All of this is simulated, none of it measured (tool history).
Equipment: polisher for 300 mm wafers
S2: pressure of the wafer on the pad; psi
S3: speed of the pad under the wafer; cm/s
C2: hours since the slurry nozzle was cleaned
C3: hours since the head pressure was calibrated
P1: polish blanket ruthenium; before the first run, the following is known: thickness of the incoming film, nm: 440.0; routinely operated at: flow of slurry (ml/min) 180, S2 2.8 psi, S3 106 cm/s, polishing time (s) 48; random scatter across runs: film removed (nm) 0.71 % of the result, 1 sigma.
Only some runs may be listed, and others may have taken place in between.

Run 1, hour 5.8: flow of slurry (ml/min) 180, S2 2.8 psi, S3 106 cm/s, polishing time (s) 48; wafers polished on this pad 540; C2 56.3; C3 199.2. Result: film removed (nm) 91.23.
Run 2, hour 13.2: flow of slurry (ml/min) 180, S2 2.8 psi, S3 106 cm/s, polishing time (s) 48; wafers polished on this pad 591; C2 63.7; C3 206.6. Result: film removed (nm) 92.528.
Run 3, hour 20.9: flow of slurry (ml/min) 180, S2 2.8 psi, S3 106 cm/s, polishing time (s) 48; wafers polished on this pad 645; C2 71.4; C3 214.3. Result: film removed (nm) 92.982.
Run 4, hour 30.7: flow of slurry (ml/min) 110, S2 2.8 psi, S3 106 cm/s, polishing time (s) 36; wafers polished on this pad 713; C2 81.2; C3 224.1. Result: film removed (nm) 62.079.
Run 5, hour 39.8: flow of slurry (ml/min) 180, S2 2.8 psi, S3 148 cm/s, polishing time (s) 48; wafers polished on this pad 776; C2 90.3; C3 233.2. Result: film removed (nm) 128.06.
Run 6, hour 48.4: flow of slurry (ml/min) 180, S2 2.8 psi, S3 106 cm/s, polishing time (s) 22; wafers polished on this pad 835; C2 98.9; C3 241.8. Result: film removed (nm) 42.559.
Run 7, hour 60.4: flow of slurry (ml/min) 180, S2 2.8 psi, S3 106 cm/s, polishing time (s) 75; wafers polished on this pad 919; C2 110.9; C3 253.8. Result: film removed (nm) 144.14.
Run 8, hour 72.4: flow of slurry (ml/min) 180, S2 1.6 psi, S3 106 cm/s, polishing time (s) 48; wafers polished on this pad 1002; C2 122.9; C3 265.8. Result: film removed (nm) 52.233.
Run 9, hour 83: flow of slurry (ml/min) 180, S2 2.8 psi, S3 106 cm/s, polishing time (s) 48; wafers polished on this pad 1075; C2 133.5; C3 276.4. Result: film removed (nm) 92.698.
Run 10, hour 90.8: flow of slurry (ml/min) 180, S2 4.3 psi, S3 106 cm/s, polishing time (s) 48; wafers polished on this pad 1129; C2 141.3; C3 284.2. Result: film removed (nm) 141.89.
At hour 90.9: slurry nozzle cleaned.
Run 11, hour 97.5: flow of slurry (ml/min) 180, S2 2.8 psi, S3 106 cm/s, polishing time (s) 48; wafers polished on this pad 1176; C2 6.7; C3 290.9. Result: film removed (nm) 92.496.
Run 12, hour 103: flow of slurry (ml/min) 180, S2 2.8 psi, S3 106 cm/s, polishing time (s) 48; wafers polished on this pad 1214; C2 12.2; C3 296.4. Result: film removed (nm) 92.094.
Run 13, hour 115.1: flow of slurry (ml/min) 180, S2 2.8 psi, S3 48 cm/s, polishing time (s) 48; wafers polished on this pad 1298; C2 24.3; C3 308.5. Result: film removed (nm) 41.366.
Run 14, hour 126.2: flow of slurry (ml/min) 110, S2 2.8 psi, S3 106 cm/s, polishing time (s) 48; wafers polished on this pad 1375; C2 35.4; C3 319.6. Result: film removed (nm) 84.65.
Run 15, hour 138.4: flow of slurry (ml/min) 180, S2 2.8 psi, S3 158 cm/s, polishing time (s) 59; wafers polished on this pad 1459; C2 47.6; C3 331.8. Result: film removed (nm) 168.25.
Run 16, hour 146.2: flow of slurry (ml/min) 285, S2 2.8 psi, S3 106 cm/s, polishing time (s) 48; wafers polished on this pad 1514; C2 55.4; C3 339.6. Result: film removed (nm) 97.387.
Run 17, hour 151.7: flow of slurry (ml/min) 180, S2 2.8 psi, S3 106 cm/s, polishing time (s) 48; wafers polished on this pad 1552; C2 60.9; C3 345.1. Result: film removed (nm) 91.338.
Run 18, hour 158.4: flow of slurry (ml/min) 180, S2 2.8 psi, S3 106 cm/s, polishing time (s) 48; wafers polished on this pad 1598; C2 67.6; C3 351.8. Result: film removed (nm) 90.357.
Run 19, hour 167.9: flow of slurry (ml/min) 180, S2 2.8 psi, S3 106 cm/s, polishing time (s) 48; wafers polished on this pad 1664; C2 77.1; C3 361.3. Result: film removed (nm) 87.356.
Run 20, hour 177.6: flow of slurry (ml/min) 180, S2 2.8 psi, S3 106 cm/s, polishing time (s) 48; wafers polished on this pad 1731; C2 86.8; C3 371. Result: film removed (nm) 86.198.
At hour 183.9: worn pad replaced by a new one.
Run 21, hour 184: flow of slurry (ml/min) 180, S2 2.8 psi, S3 106 cm/s, polishing time (s) 48; wafers polished on this pad 1; C2 93.2; C3 377.4. Result: film removed (nm) 86.283.
Run 22, hour 192.6: flow of slurry (ml/min) 180, S2 2.8 psi, S3 106 cm/s, polishing time (s) 48; wafers polished on this pad 60; C2 101.8; C3 386. Result: film removed (nm) 84.508.
Run 23, hour 198.3: flow of slurry (ml/min) 180, S2 2.8 psi, S3 106 cm/s, polishing time (s) 48; wafers polished on this pad 100; C2 107.5; C3 391.7. Result: film removed (nm) 83.703.
Run 24, hour 208.9: flow of slurry (ml/min) 180, S2 2.8 psi, S3 106 cm/s, polishing time (s) 48; wafers polished on this pad 173; C2 118.1; C3 402.3. Result: film removed (nm) 83.318.
Run 25, hour 219.5: flow of slurry (ml/min) 180, S2 2.8 psi, S3 106 cm/s, polishing time (s) 48; wafers polished on this pad 247; C2 128.7; C3 412.9. Result: film removed (nm) 83.835.
Run 26, hour 228.8: flow of slurry (ml/min) 180, S2 2.8 psi, S3 106 cm/s, polishing time (s) 48; wafers polished on this pad 311; C2 138; C3 422.2. Result: film removed (nm) 84.733.
Run 27, hour 239.9: flow of slurry (ml/min) 180, S2 2.8 psi, S3 106 cm/s, polishing time (s) 48; wafers polished on this pad 388; C2 149.1; C3 433.3. Result: film removed (nm) 83.856.

The log shows P1 creeping away from where it was. Any of the 2 causes listed here, at the size stated for it, fits the log just as well as the others:
A: head's pressure below its setpoint, % = 8.75
B: slurry flow missing at the pad, % = 38.8
The gradual shift began around hour 151.7.
All other causes, with the reason each is excluded:
removal rate lost through wear of the pad, %: serviced at hour 183.9, after the drift had started, without restoring the earlier output

Below are 4 check runs, each averaged over 5 wafers, with their results shown as question marks. Which of them would give clearly different results depending on which cause is behind the drift?
Run check 1, hour 251: flow of slurry (ml/min) 180, S2 2.8 psi, S3 138 cm/s, polishing time (s) 48. Result: film removed (nm) ?.
Run check 2, hour 251: flow of slurry (ml/min) 180, S2 1.8 psi, S3 106 cm/s, polishing time (s) 48. Result: film removed (nm) ?.
Run check 3, hour 251: flow of slurry (ml/min) 180, S2 3.7 psi, S3 48 cm/s, polishing time (s) 48. Result: film removed (nm) ?.
Run check 4, hour 251: flow of slurry (ml/min) 265, S2 3.9 psi, S3 106 cm/s, polishing time (s) 48. Result: film removed (nm) ?.

Expected result of each check under each candidate cause:
  check             result    if A    if B
check 1  film removed (nm)  109.21   109.2
check 2  film removed (nm)  53.928  53.923
check 3  film removed (nm)  50.197  50.193
check 4  film removed (nm)  122.57     126
Per check, the gap between the least separated pair of causes, taken in the result that splits them most: check 1 0.01 %; check 2 0.01 %; check 3 0.01 %; check 4 2.76 %
Only check 4 tells the causes apart: in the others they would give nearly the same result.

Check 4 was carried out, with these results: film removed (nm) 122.66. Which of the listed causes is responsible?

The cause is A: head's pressure below its setpoint, %.
